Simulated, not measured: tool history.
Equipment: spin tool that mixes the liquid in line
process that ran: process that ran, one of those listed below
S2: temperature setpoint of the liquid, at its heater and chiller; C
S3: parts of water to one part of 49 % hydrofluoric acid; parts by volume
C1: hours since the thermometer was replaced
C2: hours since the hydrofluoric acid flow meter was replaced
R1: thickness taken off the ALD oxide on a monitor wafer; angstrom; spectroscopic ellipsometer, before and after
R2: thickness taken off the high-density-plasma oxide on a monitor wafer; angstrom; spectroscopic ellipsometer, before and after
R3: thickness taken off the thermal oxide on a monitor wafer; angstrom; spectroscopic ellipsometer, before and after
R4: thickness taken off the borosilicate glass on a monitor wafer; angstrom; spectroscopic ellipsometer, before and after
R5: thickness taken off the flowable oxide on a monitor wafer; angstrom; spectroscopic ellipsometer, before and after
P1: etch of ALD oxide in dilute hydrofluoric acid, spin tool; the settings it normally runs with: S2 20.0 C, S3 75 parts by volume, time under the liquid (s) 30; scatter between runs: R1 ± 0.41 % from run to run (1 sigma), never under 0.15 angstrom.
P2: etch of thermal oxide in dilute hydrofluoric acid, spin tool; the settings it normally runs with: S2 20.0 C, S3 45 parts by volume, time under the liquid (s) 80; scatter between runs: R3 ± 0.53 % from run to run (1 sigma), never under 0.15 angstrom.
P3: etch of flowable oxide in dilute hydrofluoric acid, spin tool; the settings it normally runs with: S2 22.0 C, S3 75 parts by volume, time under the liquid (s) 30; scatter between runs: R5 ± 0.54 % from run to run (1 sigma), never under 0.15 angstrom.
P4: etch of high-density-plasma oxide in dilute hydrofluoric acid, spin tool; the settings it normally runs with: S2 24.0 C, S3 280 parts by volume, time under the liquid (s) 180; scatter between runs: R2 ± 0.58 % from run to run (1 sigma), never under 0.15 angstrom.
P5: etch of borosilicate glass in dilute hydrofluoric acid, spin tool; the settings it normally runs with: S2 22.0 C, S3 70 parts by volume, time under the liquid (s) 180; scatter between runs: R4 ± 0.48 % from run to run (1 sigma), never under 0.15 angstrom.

{"run": 1, "day": 0.325, "process that ran": "P1", "S2": 20.0, "S3": 75, "time under the liquid (s)": 30, "C1": 953.1, "C2": 457.0, "R1": 53.763}
{"run": 2, "day": 0.667, "process that ran": "P4", "S2": 24.0, "S3": 280, "time under the liquid (s)": 295, "C1": 961.3, "C2": 465.2, "R2": 54.666}
{"run": 3, "day": 1.204, "process that ran": "P1", "S2": 28.0, "S3": 105, "time under the liquid (s)": 30, "C1": 974.2, "C2": 478.1, "R1": 50.336}
{"run": 4, "day": 1.796, "process that ran": "P1", "S2": 20.0, "S3": 75, "time under the liquid (s)": 15, "C1": 988.4, "C2": 492.3, "R1": 27.151}
{"run": 5, "day": 2.221, "process that ran": "P2", "S2": 20.0, "S3": 45, "time under the liquid (s)": 150, "C1": 998.6, "C2": 502.5, "R3": 147.31}
{"run": 6, "day": 2.8, "process that ran": "P5", "S2": 22.0, "S3": 70, "time under the liquid (s)": 180, "C1": 1012.5, "C2": 516.4, "R4": 426.1}
{"run": 7, "day": 3.362, "process that ran": "P1", "S2": 20.0, "S3": 75, "time under the liquid (s)": 30, "C1": 1026.0, "C2": 529.9, "R1": 53.643}
{"run": 8, "day": 4.071, "process that ran": "P1", "S2": 17.0, "S3": 75, "time under the liquid (s)": 15, "C1": 1043.0, "C2": 546.9, "R1": 23.313}
{"run": 9, "day": 4.458, "process that ran": "P1", "S2": 20.0, "S3": 30, "time under the liquid (s)": 55, "C1": 1052.3, "C2": 556.2, "R1": 257.67}
{"run": 10, "day": 5.017, "process that ran": "P2", "S2": 20.0, "S3": 45, "time under the liquid (s)": 80, "C1": 1065.7, "C2": 569.6, "R3": 77.499}
{"run": 11, "day": 5.717, "process that ran": "P3", "S2": 22.0, "S3": 75, "time under the liquid (s)": 60, "C1": 1082.5, "C2": 586.4, "R5": 423.83}
{"run": 12, "day": 6.083, "process that ran": "P3", "S2": 22.0, "S3": 75, "time under the liquid (s)": 30, "C1": 1091.3, "C2": 595.2, "R5": 214.08}
{"run": 13, "day": 6.538, "process that ran": "P5", "S2": 22.0, "S3": 20, "time under the liquid (s)": 180, "C1": 1102.2, "C2": 606.1, "R4": 1599.5}
{"run": 14, "day": 7.242, "process that ran": "P1", "S2": 20.0, "S3": 75, "time under the liquid (s)": 30, "C1": 1119.1, "C2": 623.0, "R1": 53.364}
{"run": 15, "day": 7.817, "process that ran": "P1", "S2": 26.0, "S3": 75, "time under the liquid (s)": 30, "C1": 1132.9, "C2": 636.8, "R1": 68.322}
{"run": 16, "day": 8.529, "process that ran": "P1", "S2": 20.0, "S3": 75, "time under the liquid (s)": 30, "C1": 1150.0, "C2": 653.9, "R1": 53.821}
{"run": 17, "day": 9.033, "process that ran": "P1", "S2": 20.0, "S3": 75, "time under the liquid (s)": 55, "C1": 1162.1, "C2": 666.0, "R1": 98.48}
{"run": 18, "day": 9.504, "process that ran": "P4", "S2": 24.0, "S3": 280, "time under the liquid (s)": 180, "C1": 1173.4, "C2": 677.3, "R2": 33.216}
{"run": 19, "day": 10.183, "process that ran": "P3", "S2": 22.0, "S3": 75, "time under the liquid (s)": 30, "C1": 1189.7, "C2": 693.6, "R5": 213.23}
{"run": 20, "day": 10.671, "process that ran": "P1", "S2": 20.0, "S3": 75, "time under the liquid (s)": 30, "C1": 1201.4, "C2": 705.3, "R1": 53.844}
{"run": 21, "day": 11.258, "process that ran": "P4", "S2": 29.5, "S3": 280, "time under the liquid (s)": 180, "C1": 1215.5, "C2": 719.4, "R2": 40.358}
{"run": 22, "day": 11.875, "process that ran": "P1", "S2": 20.0, "S3": 110, "time under the liquid (s)": 30, "C1": 1230.3, "C2": 734.2, "R1": 35.121}
{"run": 23, "day": 12.229, "process that ran": "P2", "S2": 20.0, "S3": 25, "time under the liquid (s)": 80, "C1": 1238.8, "C2": 742.7, "R3": 143.45}
{"run": 24, "day": 12.621, "process that ran": "P5", "S2": 22.0, "S3": 70, "time under the liquid (s)": 180, "C1": 1248.2, "C2": 752.1, "R4": 427.24}
{"run": 25, "day": 13.333, "process that ran": "P1", "S2": 20.0, "S3": 40, "time under the liquid (s)": 30, "C1": 1265.3, "C2": 769.2, "R1": 105.68}
{"run": 26, "day": 13.75, "process that ran": "P3", "S2": 17.0, "S3": 75, "time under the liquid (s)": 30, "C1": 1275.3, "C2": 779.2, "R5": 172.23}
{"run": 27, "day": 14.354, "process that ran": "P1", "S2": 20.0, "S3": 75, "time under the liquid (s)": 30, "C1": 1289.8, "C2": 793.7, "R1": 53.322}
{"run": 28, "day": 15.058, "process that ran": "P5", "S2": 22.0, "S3": 70, "time under the liquid (s)": 290, "C1": 1306.7, "C2": 810.6, "R4": 690.6}
{"run": 29, "day": 15.446, "process that ran": "P1", "S2": 17.0, "S3": 75, "time under the liquid (s)": 30, "C1": 1316.0, "C2": 819.9, "R1": 47.333}
{"run": 30, "day": 15.962, "process that ran": "P4", "S2": 24.0, "S3": 280, "time under the liquid (s)": 180, "C1": 1328.4, "C2": 832.3, "R2": 32.835}
{"run": 31, "day": 16.571, "process that ran": "P5", "S2": 17.0, "S3": 70, "time under the liquid (s)": 180, "C1": 1343.0, "C2": 846.9, "R4": 348.89}
{"run": 32, "day": 17.142, "process that ran": "P4", "S2": 24.0, "S3": 120, "time under the liquid (s)": 180, "C1": 1356.7, "C2": 860.6, "R2": 93.258}
{"run": 33, "day": 17.492, "process that ran": "P3", "S2": 22.0, "S3": 120, "time under the liquid (s)": 30, "C1": 1365.1, "C2": 869.0, "R5": 125.67}
{"run": 34, "day": 17.967, "process that ran": "P2", "S2": 28.0, "S3": 45, "time under the liquid (s)": 80, "C1": 1376.5, "C2": 880.4, "R3": 107.32}
{"run": 35, "day": 18.408, "process that ran": "P1", "S2": 20.0, "S3": 75, "time under the liquid (s)": 30, "C1": 1387.1, "C2": 891.0, "R1": 54.257}
{"run": 36, "day": 18.929, "process that ran": "P1", "S2": 20.0, "S3": 75, "time under the liquid (s)": 30, "C1": 1399.6, "C2": 903.5, "R1": 55.34}
{"run": 37, "day": 19.479, "process that ran": "P1", "S2": 20.0, "S3": 75, "time under the liquid (s)": 30, "C1": 1412.8, "C2": 916.7, "R1": 57.031}
{"run": 38, "day": 19.95, "process that ran": "P1", "S2": 20.0, "S3": 75, "time under the liquid (s)": 30, "C1": 1424.1, "C2": 928.0, "R1": 57.604}
{"run": 39, "day": 20.542, "process that ran": "P1", "S2": 20.0, "S3": 75, "time under the liquid (s)": 30, "C1": 1438.3, "C2": 942.2, "R1": 57.833}
{"run": 40, "day": 20.892, "process that ran": "P1", "S2": 20.0, "S3": 75, "time under the liquid (s)": 30, "C1": 1446.7, "C2": 950.6, "R1": 58.501}
{"run": 41, "day": 21.479, "process that ran": "P1", "S2": 20.0, "S3": 75, "time under the liquid (s)": 30, "C1": 1460.8, "C2": 964.7, "R1": 58.527}
{"run": 42, "day": 22.062, "process that ran": "P1", "S2": 20.0, "S3": 75, "time under the liquid (s)": 30, "C1": 1474.8, "C2": 978.7, "R1": 58.671}
{"run": 43, "day": 22.671, "process that ran": "P1", "S2": 20.0, "S3": 75, "time under the liquid (s)": 30, "C1": 1489.4, "C2": 993.3, "R1": 58.611}

The log shows P1 creeping away from where it was. Any of the 2 causes listed here, at the size stated for it, fits the log just as well as the others:
A: hydrofluoric acid flow above the setpoint (%) = 8.74
B: liquid hotter than its thermometer reads (K) = 2.2
The creep began at about day 18.408.

4 check runs are offered, each on 3 wafers whose results are averaged, their results left as question marks. Which one tells the causes apart?
{"run": "check 1", "day": 23.279, "process that ran": "P3", "S2": 22.0, "S3": 75, "time under the liquid (s)": 30, "R5": "?"}
{"run": "check 2", "day": 23.279, "process that ran": "P2", "S2": 20.0, "S3": 45, "time under the liquid (s)": 80, "R3": "?"}
{"run": "check 3", "day": 23.279, "process that ran": "P5", "S2": 22.0, "S3": 70, "time under the liquid (s)": 180, "R4": "?"}
{"run": "check 4", "day": 23.279, "process that ran": "P4", "S2": 24.0, "S3": 280, "time under the liquid (s)": 180, "R2": "?"}

What each check would give under each cause:
check=check_1 result=R5 if_A=232.32 if_B=231.92
check=check_2 result=R3 if_A=84.735 if_B=85.137
check=check_3 result=R4 if_A=469.30 if_B=468.84
check=check_4 result=R2 if_A=36.986 if_B=35.891
Separation of the two closest causes in each check, using whichever result separates them best: check 1 0.17 %; check 2 0.47 %; check 3 0.1 %; check 4 3.01 %
The other checks would show nearly matching results whichever cause is true, so check 4 is the only one that separates the causes.

Check 4 was then run and gave: R2 37.025 angstrom. Which cause is it?

It is A: hydrofluoric acid flow above the setpoint (%).
